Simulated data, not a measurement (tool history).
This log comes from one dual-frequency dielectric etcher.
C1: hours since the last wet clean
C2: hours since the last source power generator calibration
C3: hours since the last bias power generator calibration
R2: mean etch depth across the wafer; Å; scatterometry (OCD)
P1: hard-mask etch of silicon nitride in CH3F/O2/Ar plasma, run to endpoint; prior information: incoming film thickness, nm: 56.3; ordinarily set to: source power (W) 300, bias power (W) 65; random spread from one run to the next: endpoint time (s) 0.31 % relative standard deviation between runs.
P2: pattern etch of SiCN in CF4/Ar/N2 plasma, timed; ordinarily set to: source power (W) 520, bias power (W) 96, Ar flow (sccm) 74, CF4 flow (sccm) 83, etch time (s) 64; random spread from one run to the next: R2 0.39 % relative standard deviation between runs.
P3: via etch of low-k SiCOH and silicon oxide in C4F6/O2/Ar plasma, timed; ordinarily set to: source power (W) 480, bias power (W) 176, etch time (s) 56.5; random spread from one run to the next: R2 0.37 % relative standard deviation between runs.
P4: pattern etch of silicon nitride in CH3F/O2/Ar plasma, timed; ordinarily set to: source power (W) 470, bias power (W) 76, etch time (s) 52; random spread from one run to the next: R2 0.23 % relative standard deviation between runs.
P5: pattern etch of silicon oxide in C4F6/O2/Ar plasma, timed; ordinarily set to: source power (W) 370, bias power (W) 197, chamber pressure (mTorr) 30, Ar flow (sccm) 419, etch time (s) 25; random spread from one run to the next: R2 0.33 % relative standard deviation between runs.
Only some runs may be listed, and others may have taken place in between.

run 1 hour=9.3 | process_that_ran=P1 source_power_(W)=300 bias_power_(W)=65 | C1=139.5 C2=2315.3 C3=1789.6 | endpoint_time_(s)=95.574
run 2 hour=21.7 | process_that_ran=P2 source_power_(W)=520 bias_power_(W)=96 Ar_flow_(sccm)=74 CF4_flow_(sccm)=109 etch_time_(s)=64 | C1=151.9 C2=2327.7 C3=1802 | R2=740.56
run 3 hour=34.3 | process_that_ran=P5 source_power_(W)=370 bias_power_(W)=197 Ar_flow_(sccm)=419 etch_time_(s)=25 chamber_pressure_(mTorr)=30 | C1=164.5 C2=2340.3 C3=1814.6 | R2=759.99
run 4 hour=45.3 | process_that_ran=P4 source_power_(W)=470 bias_power_(W)=76 etch_time_(s)=72.5 | C1=175.5 C2=2351.3 C3=1825.6 | R2=554.35
run 5 hour=54.9 | process_that_ran=P1 source_power_(W)=300 bias_power_(W)=65 | C1=185.1 C2=2360.9 C3=1835.2 | endpoint_time_(s)=95.597
run 6 hour=68.4 | process_that_ran=P4 source_power_(W)=470 bias_power_(W)=76 etch_time_(s)=52 | C1=198.6 C2=2374.4 C3=1848.7 | R2=398.97
run 7 hour=79 | process_that_ran=P1 source_power_(W)=300 bias_power_(W)=65 | C1=209.2 C2=2385 C3=1859.3 | endpoint_time_(s)=95.721
run 8 hour=91.7 | process_that_ran=P5 source_power_(W)=370 bias_power_(W)=197 Ar_flow_(sccm)=284 etch_time_(s)=25 chamber_pressure_(mTorr)=30 | C1=221.9 C2=2397.7 C3=1872 | R2=790.05
run 9 hour=100.4 | process_that_ran=P1 source_power_(W)=300 bias_power_(W)=65 | C1=230.6 C2=2406.4 C3=1880.7 | endpoint_time_(s)=95.694
run 10 hour=114.3 | process_that_ran=P3 source_power_(W)=480 bias_power_(W)=176 etch_time_(s)=56.5 | C1=244.5 C2=2420.3 C3=1894.6 | R2=1545.7
run 11 hour=125.1 | process_that_ran=P3 source_power_(W)=480 bias_power_(W)=176 etch_time_(s)=72 | C1=255.3 C2=2431.1 C3=1905.4 | R2=1968.2
run 12 hour=135.8 | process_that_ran=P5 source_power_(W)=370 bias_power_(W)=197 Ar_flow_(sccm)=419 etch_time_(s)=25 chamber_pressure_(mTorr)=30 | C1=266 C2=2441.8 C3=1916.1 | R2=756.94
run 13 hour=142.9 | process_that_ran=P2 source_power_(W)=520 bias_power_(W)=96 Ar_flow_(sccm)=74 CF4_flow_(sccm)=83 etch_time_(s)=64 | C1=273.1 C2=2448.9 C3=1923.2 | R2=715.62
run 14 hour=154.2 | process_that_ran=P2 source_power_(W)=520 bias_power_(W)=63 Ar_flow_(sccm)=74 CF4_flow_(sccm)=83 etch_time_(s)=64 | C1=284.4 C2=2460.2 C3=1934.5 | R2=627.19
run 15 hour=164.2 | process_that_ran=P3 source_power_(W)=590 bias_power_(W)=176 etch_time_(s)=56.5 | C1=294.4 C2=2470.2 C3=1944.5 | R2=1680.3
run 16 hour=178.8 | process_that_ran=P1 source_power_(W)=190 bias_power_(W)=65 | C1=309 C2=2484.8 C3=1959.1 | endpoint_time_(s)=113.08
run 17 hour=189.2 | process_that_ran=P2 source_power_(W)=730 bias_power_(W)=96 Ar_flow_(sccm)=74 CF4_flow_(sccm)=83 etch_time_(s)=64 | C1=319.4 C2=2495.2 C3=1969.5 | R2=974.96
run 18 hour=198.7 | process_that_ran=P4 source_power_(W)=470 bias_power_(W)=96 etch_time_(s)=52 | C1=328.9 C2=2504.7 C3=1979 | R2=431.39
run 19 hour=210 | process_that_ran=P1 source_power_(W)=410 bias_power_(W)=65 | C1=340.2 C2=2516 C3=1990.3 | endpoint_time_(s)=84.578
run 20 hour=225.4 | process_that_ran=P1 source_power_(W)=300 bias_power_(W)=79 | C1=355.6 C2=2531.4 C3=2005.7 | endpoint_time_(s)=89.302
run 21 hour=239.1 | process_that_ran=P4 source_power_(W)=660 bias_power_(W)=76 etch_time_(s)=52 | C1=369.3 C2=2545.1 C3=2019.4 | R2=453.15
run 22 hour=255 | process_that_ran=P1 source_power_(W)=250 bias_power_(W)=80 | C1=385.2 C2=2561 C3=2035.3 | endpoint_time_(s)=95.192
run 23 hour=268.4 | process_that_ran=P2 source_power_(W)=520 bias_power_(W)=96 Ar_flow_(sccm)=101 CF4_flow_(sccm)=83 etch_time_(s)=64 | C1=398.6 C2=2574.4 C3=2048.7 | R2=694.27
run 24 hour=280.7 | process_that_ran=P5 source_power_(W)=370 bias_power_(W)=197 Ar_flow_(sccm)=419 etch_time_(s)=25 chamber_pressure_(mTorr)=35.5 | C1=410.9 C2=2586.7 C3=2061 | R2=746.29
run 25 hour=292.5 | process_that_ran=P5 source_power_(W)=370 bias_power_(W)=197 Ar_flow_(sccm)=419 etch_time_(s)=35 chamber_pressure_(mTorr)=30 | C1=422.7 C2=2598.5 C3=2072.8 | R2=1067.6
run 26 hour=299.8 | process_that_ran=P3 source_power_(W)=480 bias_power_(W)=176 etch_time_(s)=56.5 | C1=430 C2=2605.8 C3=2080.1 | R2=1542.6
run 27 hour=311.9 | process_that_ran=P2 source_power_(W)=520 bias_power_(W)=96 Ar_flow_(sccm)=74 CF4_flow_(sccm)=83 etch_time_(s)=86.5 | C1=442.1 C2=2617.9 C3=2092.2 | R2=970.41
run 28 hour=325 | process_that_ran=P3 source_power_(W)=480 bias_power_(W)=118 etch_time_(s)=56.5 | C1=455.2 C2=2631 C3=2105.3 | R2=1370.3
run 29 hour=339.7 | process_that_ran=P1 source_power_(W)=300 bias_power_(W)=65 | C1=469.9 C2=2645.7 C3=2120 | endpoint_time_(s)=95.104
run 30 hour=346.9 | process_that_ran=P1 source_power_(W)=300 bias_power_(W)=47 | C1=477.1 C2=2652.9 C3=2127.2 | endpoint_time_(s)=105.53
run 31 hour=356.2 | process_that_ran=P5 source_power_(W)=370 bias_power_(W)=124 Ar_flow_(sccm)=419 etch_time_(s)=25 chamber_pressure_(mTorr)=30 | C1=486.4 C2=2662.2 C3=2136.5 | R2=657.83
run 32 hour=364.6 | process_that_ran=P2 source_power_(W)=520 bias_power_(W)=96 Ar_flow_(sccm)=74 CF4_flow_(sccm)=83 etch_time_(s)=64 | C1=494.8 C2=2670.6 C3=2144.9 | R2=724.02
run 33 hour=372.6 | process_that_ran=P1 source_power_(W)=300 bias_power_(W)=65 | C1=502.8 C2=2678.6 C3=2152.9 | endpoint_time_(s)=95.521
run 34 hour=384.5 | process_that_ran=P5 source_power_(W)=290 bias_power_(W)=197 Ar_flow_(sccm)=419 etch_time_(s)=25 chamber_pressure_(mTorr)=30 | C1=514.7 C2=2690.5 C3=2164.8 | R2=692.51
run 35 hour=396.2 | process_that_ran=P1 source_power_(W)=300 bias_power_(W)=65 | C1=526.4 C2=2702.2 C3=2176.5 | endpoint_time_(s)=95.412
run 36 hour=410.6 | process_that_ran=P1 source_power_(W)=300 bias_power_(W)=65 | C1=540.8 C2=2716.6 C3=2190.9 | endpoint_time_(s)=96.099
run 37 hour=418.4 | process_that_ran=P1 source_power_(W)=300 bias_power_(W)=65 | C1=548.6 C2=2724.4 C3=2198.7 | endpoint_time_(s)=96.591
-- hour=425.1 wet clean of the chamber
run 38 hour=426.6 | process_that_ran=P1 source_power_(W)=300 bias_power_(W)=65 | C1=1.6 C2=2732.6 C3=2206.9 | endpoint_time_(s)=97.274
run 39 hour=442.2 | process_that_ran=P1 source_power_(W)=300 bias_power_(W)=65 | C1=17.2 C2=2748.2 C3=2222.5 | endpoint_time_(s)=97.192
run 40 hour=455.1 | process_that_ran=P1 source_power_(W)=300 bias_power_(W)=65 | C1=30.1 C2=2761.1 C3=2235.4 | endpoint_time_(s)=97.067
run 41 hour=462.1 | process_that_ran=P1 source_power_(W)=300 bias_power_(W)=65 | C1=37.1 C2=2768.1 C3=2242.4 | endpoint_time_(s)=96.851
run 42 hour=476 | process_that_ran=P1 source_power_(W)=300 bias_power_(W)=65 | C1=51 C2=2782 C3=2256.3 | endpoint_time_(s)=96.441

Something has made what P1 gives creep away from where it was; the 2 causes below, each at its own stated size, fit the log equally well:
A: bias power that arrives under what is set, % = 4.85
B: source power that arrives under what is set, % = 4.37
The drift started at roughly hour 396.2.
Why every other cause is out:
chamber walls in a state that lowers the etch rate, %: serviced at hour 425.1, after the change had begun; the process did not return to its earlier output

Each of the check runs listed below is run on 2 wafers and reports their average, with the results left as question marks. Pick the one under which the possible causes would lead to clearly different results.
run check 1 hour=489.9 | process_that_ran=P3 source_power_(W)=480 bias_power_(W)=129 etch_time_(s)=56.5 | R2=?
run check 2 hour=489.9 | process_that_ran=P4 source_power_(W)=620 bias_power_(W)=76 etch_time_(s)=63.5 | R2=?
run check 3 hour=489.9 | process_that_ran=P5 source_power_(W)=290 bias_power_(W)=197 Ar_flow_(sccm)=419 etch_time_(s)=25 chamber_pressure_(mTorr)=30 | R2=?
run check 4 hour=489.9 | process_that_ran=P2 source_power_(W)=520 bias_power_(W)=66 Ar_flow_(sccm)=74 CF4_flow_(sccm)=83 etch_time_(s)=64 | R2=?

If the cause were each of the candidates in turn, the checks would give the following:
check=check_1 result=R2 if_A=1388.8 if_B=1383.8
check=check_2 result=R2 if_A=531.89 if_B=531.62
check=check_3 result=R2 if_A=680.66 if_B=680.05
check=check_4 result=R2 if_A=626.76 if_B=611.77
Smallest distance between any two causes, each pair judged by its most separating result, in per cent: check 1 0.36 %; check 2 0.05 %; check 3 0.09 %; check 4 2.42 %
Check 4 is the one run that separates the causes; every other check would come out nearly the same whichever cause is at work.

Check 4 has now been run. It gave: R2 612.5 Å. Which of the candidate causes is it?

The correct cause is B, namely: source power that arrives under what is set, %.
